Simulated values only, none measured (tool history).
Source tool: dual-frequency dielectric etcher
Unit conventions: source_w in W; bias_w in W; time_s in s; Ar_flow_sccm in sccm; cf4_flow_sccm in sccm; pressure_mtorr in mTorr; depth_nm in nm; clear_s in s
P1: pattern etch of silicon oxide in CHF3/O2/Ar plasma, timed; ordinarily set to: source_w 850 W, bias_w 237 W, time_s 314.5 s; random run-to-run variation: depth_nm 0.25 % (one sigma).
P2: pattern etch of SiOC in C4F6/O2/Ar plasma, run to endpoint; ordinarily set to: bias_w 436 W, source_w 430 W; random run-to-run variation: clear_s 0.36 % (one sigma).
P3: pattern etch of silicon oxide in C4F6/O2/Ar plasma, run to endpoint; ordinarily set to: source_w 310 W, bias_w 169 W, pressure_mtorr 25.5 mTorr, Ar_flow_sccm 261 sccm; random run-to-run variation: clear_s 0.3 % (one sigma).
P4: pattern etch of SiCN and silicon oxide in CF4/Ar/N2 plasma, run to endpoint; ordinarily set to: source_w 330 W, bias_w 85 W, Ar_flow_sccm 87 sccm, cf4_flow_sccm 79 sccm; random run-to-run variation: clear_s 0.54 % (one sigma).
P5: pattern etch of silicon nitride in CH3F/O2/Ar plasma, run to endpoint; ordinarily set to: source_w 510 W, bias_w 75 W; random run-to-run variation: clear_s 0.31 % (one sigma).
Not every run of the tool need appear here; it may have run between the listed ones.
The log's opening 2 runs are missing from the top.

run	hour	process	source_w	bias_w	time_s	Ar_flow_sccm	cf4_flow_sccm	pressure_mtorr	depth_nm	clear_s
3	30.9	P2	430	436						14.515
4	37.4	P4	440	85		87	79			19.588
5	42.4	P1	990	237	436.0				1152.50	
6	50.5	P5	510	54						39.463
7	57.8	P5	510	75						35.453
8	64.7	P5	420	75						38.030
9	74.3	P1	850	316	314.5				872.52	
10	81.5	P3	310	169		261		25.5		15.750
11	91.6	P1	850	191	314.5				731.99	
12	100.7	P2	570	436						12.848
13	109.0	P1	850	237	217.5				545.57	
14	116.7	P1	600	237	314.5				692.64	
15	122.4	P1	850	237	314.5				789.45	
16	129.3	P1	850	237	314.5				787.56	
17	137.8	P3	310	209		261		25.5		14.665
18	147.9	P1	1120	237	314.5				874.42	
19	156.8	P4	330	108		87	79			23.078
20	164.5	P1	850	237	314.5				789.81	
# hour 169.8: wet clean of the chamber
21	174.2	P4	330	85		87	95			24.530
22	183.0	P4	330	85		87	79			25.257
23	188.8	P1	1090	289	314.5				925.71	
24	198.9	P1	850	237	391.0				979.60	
25	209.5	P4	330	85		105	79			25.788

Expected results for the next run?
26	216.2	P2	430	436						?

Run 26 came out at clear_s 14.352 s.
